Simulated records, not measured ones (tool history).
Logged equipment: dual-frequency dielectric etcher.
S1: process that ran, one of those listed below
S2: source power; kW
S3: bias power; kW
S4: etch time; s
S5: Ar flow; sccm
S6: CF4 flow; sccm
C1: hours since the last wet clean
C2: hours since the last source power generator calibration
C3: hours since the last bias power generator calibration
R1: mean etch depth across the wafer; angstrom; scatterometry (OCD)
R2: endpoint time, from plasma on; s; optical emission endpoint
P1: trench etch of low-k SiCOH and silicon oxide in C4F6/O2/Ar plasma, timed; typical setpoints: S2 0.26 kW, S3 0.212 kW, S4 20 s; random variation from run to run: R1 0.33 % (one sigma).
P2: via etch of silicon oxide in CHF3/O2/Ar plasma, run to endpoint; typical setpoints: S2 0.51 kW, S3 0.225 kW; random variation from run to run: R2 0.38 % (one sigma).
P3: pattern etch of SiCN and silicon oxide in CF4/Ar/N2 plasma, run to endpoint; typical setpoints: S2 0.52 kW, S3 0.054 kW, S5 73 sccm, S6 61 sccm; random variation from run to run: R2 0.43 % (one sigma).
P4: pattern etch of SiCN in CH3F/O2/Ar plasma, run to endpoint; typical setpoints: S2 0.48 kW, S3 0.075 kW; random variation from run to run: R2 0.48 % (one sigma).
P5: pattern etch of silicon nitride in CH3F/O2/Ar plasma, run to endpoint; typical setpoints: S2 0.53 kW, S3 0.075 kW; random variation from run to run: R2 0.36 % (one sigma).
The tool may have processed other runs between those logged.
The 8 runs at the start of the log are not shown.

{"run": 9, "hour": 36.0, "S1": "P1", "S2": 0.21, "S3": 0.246, "S4": 20, "C1": 313.5, "C2": 922.4, "C3": 2610.7, "R1": 531.59}
{"run": 10, "hour": 41.9, "S1": "P1", "S2": 0.26, "S3": 0.165, "S4": 20, "C1": 319.4, "C2": 928.3, "C3": 2616.6, "R1": 501.86}
{"run": 11, "hour": 47.9, "S1": "P3", "S2": 0.52, "S3": 0.054, "S5": 73, "S6": 42, "C1": 325.4, "C2": 934.3, "C3": 2622.6, "R2": 10.768}
{"run": 12, "hour": 52.9, "S1": "P5", "S2": 0.53, "S3": 0.075, "C1": 330.4, "C2": 939.3, "C3": 2627.6, "R2": 24.2}
{"run": 13, "hour": 56.2, "S1": "P3", "S2": 0.52, "S3": 0.054, "S5": 73, "S6": 61, "C1": 333.7, "C2": 942.6, "C3": 2630.9, "R2": 10.135}
{"run": 14, "hour": 59.5, "S1": "P1", "S2": 0.26, "S3": 0.152, "S4": 29, "C1": 337, "C2": 945.9, "C3": 2634.2, "R1": 711.31}
{"run": 15, "hour": 65.2, "S1": "P4", "S2": 0.48, "S3": 0.098, "C1": 342.7, "C2": 951.6, "C3": 2639.9, "R2": 21.489}
{"run": 16, "hour": 69.7, "S1": "P3", "S2": 0.74, "S3": 0.054, "S5": 73, "S6": 61, "C1": 347.2, "C2": 956.1, "C3": 2644.4, "R2": 7.3478}
{"run": 17, "hour": 75.9, "S1": "P1", "S2": 0.26, "S3": 0.256, "S4": 20, "C1": 353.4, "C2": 962.3, "C3": 2650.6, "R1": 584.83}
{"run": 18, "hour": 80.0, "S1": "P1", "S2": 0.26, "S3": 0.212, "S4": 20, "C1": 357.5, "C2": 966.4, "C3": 2654.7, "R1": 546.07}
{"run": 19, "hour": 83.6, "S1": "P1", "S2": 0.21, "S3": 0.212, "S4": 20, "C1": 361.1, "C2": 970, "C3": 2658.3, "R1": 502.01}
{"run": 20, "hour": 89.7, "S1": "P1", "S2": 0.26, "S3": 0.212, "S4": 25, "C1": 367.2, "C2": 976.1, "C3": 2664.4, "R1": 681.98}
{"run": 21, "hour": 95.7, "S1": "P1", "S2": 0.31, "S3": 0.212, "S4": 20, "C1": 373.2, "C2": 982.1, "C3": 2670.4, "R1": 581.73}
{"run": 22, "hour": 100.6, "S1": "P1", "S2": 0.26, "S3": 0.212, "S4": 20, "C1": 378.1, "C2": 987, "C3": 2675.3, "R1": 547.22}
{"run": 23, "hour": 106.4, "S1": "P5", "S2": 0.53, "S3": 0.092, "C1": 383.9, "C2": 992.8, "C3": 2681.1, "R2": 22.731}

Run 24 comes next. What will it give?
{"hour": 110.0, "done": "source power generator calibrated"}
{"run": 24, "hour": 111.8, "S1": "P1", "S2": 0.26, "S3": 0.212, "S4": 20, "C1": 389.3, "C2": 1.9, "C3": 2686.5, "R1": "?"}

{"run 24": {"R1": 544.89}}
